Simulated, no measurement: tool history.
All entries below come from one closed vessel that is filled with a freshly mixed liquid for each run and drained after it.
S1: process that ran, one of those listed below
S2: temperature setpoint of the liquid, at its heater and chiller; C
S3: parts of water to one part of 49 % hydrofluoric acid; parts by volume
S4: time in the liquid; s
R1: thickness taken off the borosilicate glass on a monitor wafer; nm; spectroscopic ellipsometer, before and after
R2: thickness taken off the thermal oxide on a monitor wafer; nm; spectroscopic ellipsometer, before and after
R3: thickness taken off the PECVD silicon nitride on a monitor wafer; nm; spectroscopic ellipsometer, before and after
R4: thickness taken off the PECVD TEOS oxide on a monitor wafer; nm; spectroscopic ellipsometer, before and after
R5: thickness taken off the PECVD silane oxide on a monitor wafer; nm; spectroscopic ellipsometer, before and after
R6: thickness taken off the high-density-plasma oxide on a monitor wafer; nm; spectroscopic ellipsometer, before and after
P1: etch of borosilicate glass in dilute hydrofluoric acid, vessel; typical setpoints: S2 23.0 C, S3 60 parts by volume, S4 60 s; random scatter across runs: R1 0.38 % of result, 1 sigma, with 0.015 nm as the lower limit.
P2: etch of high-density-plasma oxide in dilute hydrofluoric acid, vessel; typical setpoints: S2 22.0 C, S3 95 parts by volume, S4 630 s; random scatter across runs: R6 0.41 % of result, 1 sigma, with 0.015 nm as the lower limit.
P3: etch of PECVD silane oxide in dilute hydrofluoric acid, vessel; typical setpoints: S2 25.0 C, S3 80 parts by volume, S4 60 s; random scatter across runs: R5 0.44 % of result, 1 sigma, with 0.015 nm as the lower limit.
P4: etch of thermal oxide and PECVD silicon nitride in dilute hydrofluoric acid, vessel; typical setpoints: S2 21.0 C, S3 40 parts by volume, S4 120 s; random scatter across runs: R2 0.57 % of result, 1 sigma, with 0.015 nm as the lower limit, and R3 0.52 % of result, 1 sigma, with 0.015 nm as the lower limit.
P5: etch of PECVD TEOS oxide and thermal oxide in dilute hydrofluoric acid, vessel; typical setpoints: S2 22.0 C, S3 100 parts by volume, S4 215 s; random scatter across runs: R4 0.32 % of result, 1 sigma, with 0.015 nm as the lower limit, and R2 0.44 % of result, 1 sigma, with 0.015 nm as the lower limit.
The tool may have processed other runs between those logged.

run     day  S1    S2   S3   S4       R1       R2       R3      R4      R5      R6
  1   0.638  P1  23.0   60   60   38.687
  2   1.229  P1  23.0   60   85   55.103
  3   1.896  P4  21.0   40  120           12.2030   6.6095
  4   2.654  P5  22.0  100  365           16.4090           72.778
      2.833  -- hydrofluoric acid flow meter replaced
  5   3.017  P3  25.0   80  100                                     57.482
  6   3.588  P1  18.0   60   60   31.544
  7   4.242  P4  21.0   40  120           12.3870   6.6250
  8   4.754  P1  23.0   60   60   38.809
  9   5.192  P5  22.0  100  215            9.7880           42.835
 10   5.583  P5  22.0  145  215            6.4084           28.231
 11   6.038  P3  29.0   80   60                                     40.674
 12   6.425  P4  27.0   40  120           15.7830   9.9873
 13   6.950  P2  17.0   95  630                                             25.970
 14   7.621  P5  22.0  100  215            9.8253           42.954
 15   8.362  P1  23.0   60   60   39.001
 16   8.775  P1  23.0  100   60   22.367
 17   9.429  P1  23.0   60   60   39.017
 18  10.017  P3  25.0  120   60                                     21.827
 19  10.421  P4  21.0   40   30            3.0897   1.6321
 20  10.871  P1  29.0   60   60   49.569
 21  11.296  P3  25.0   80   60                                     34.975
 22  11.704  P1  23.0   60   60   38.991
 23  12.142  P2  22.0   45  630                                             71.230
 24  12.646  P1  23.0   20   60  122.520
 25  13.408  P1  23.0   60   30   19.625
 26  13.821  P2  22.0   95  630                                             31.913
 27  14.225  P1  19.5   60   95   53.847
 28  14.862  P2  22.0   95  630                                             31.954
 29  15.575  P5  17.5  100  215            8.1017           35.739
 30  16.171  P4  21.0   20  120           25.5770  12.9260
 31  16.717  P1  23.0   60   60   39.142
 32  17.075  P2  22.0   95  215                                             10.906
 33  17.754  P1  23.0   60   60   38.751
 34  18.354  P1  23.0   60   60   40.587
 35  18.946  P1  23.0   60   60   40.994
 36  19.546  P1  23.0   60   60   41.490
 37  20.275  P1  23.0   60   60   41.752
 38  20.871  P1  23.0   60   60   42.012
 39  21.208  P1  23.0   60   60   41.937

P1 has crept away from where it was. The log is fitted equally well by each of these 2 causes, at the sizes shown:
A: liquid hotter than its thermometer reads (K) = 1.75
B: hydrofluoric acid flow above the setpoint (%) = 6.87
Onset of the creep was near day 17.754.

Listed below are the offered check runs, one wafer per run, with question marks in place of results. For which of them would the causes give clearly different outcomes?
check 1  21.546  P5  22.0  100  215       ?       ?
check 2  21.546  P2  22.0   95  630                       ?
check 3  21.546  P3  25.0   80   60                   ?
check 4  21.546  P4  21.0   40  120       ?   ?

Check results expected under each cause:
  check  result     if A     if B
check 1      R2  10.4570  10.4990
check 1      R4   46.082   46.266
check 2      R6   34.295   34.413
check 3      R5   37.213   37.358
check 4      R2  13.2680  13.2130
check 4      R3   7.4597   7.0530
Gap, in per cent, between the two causes that each check separates least, read from the result that separates them most: check 1 0.4 %; check 2 0.34 %; check 3 0.39 %; check 4 5.61 %
Check 4 is the one run that separates the causes; every other check would come out nearly the same whichever cause is at work.

With check 4 done, the readings were: R2 13.2430 nm; R3 7.4444 nm. Identify which of the listed causes applies.

The cause is A: liquid hotter than its thermometer reads (K).
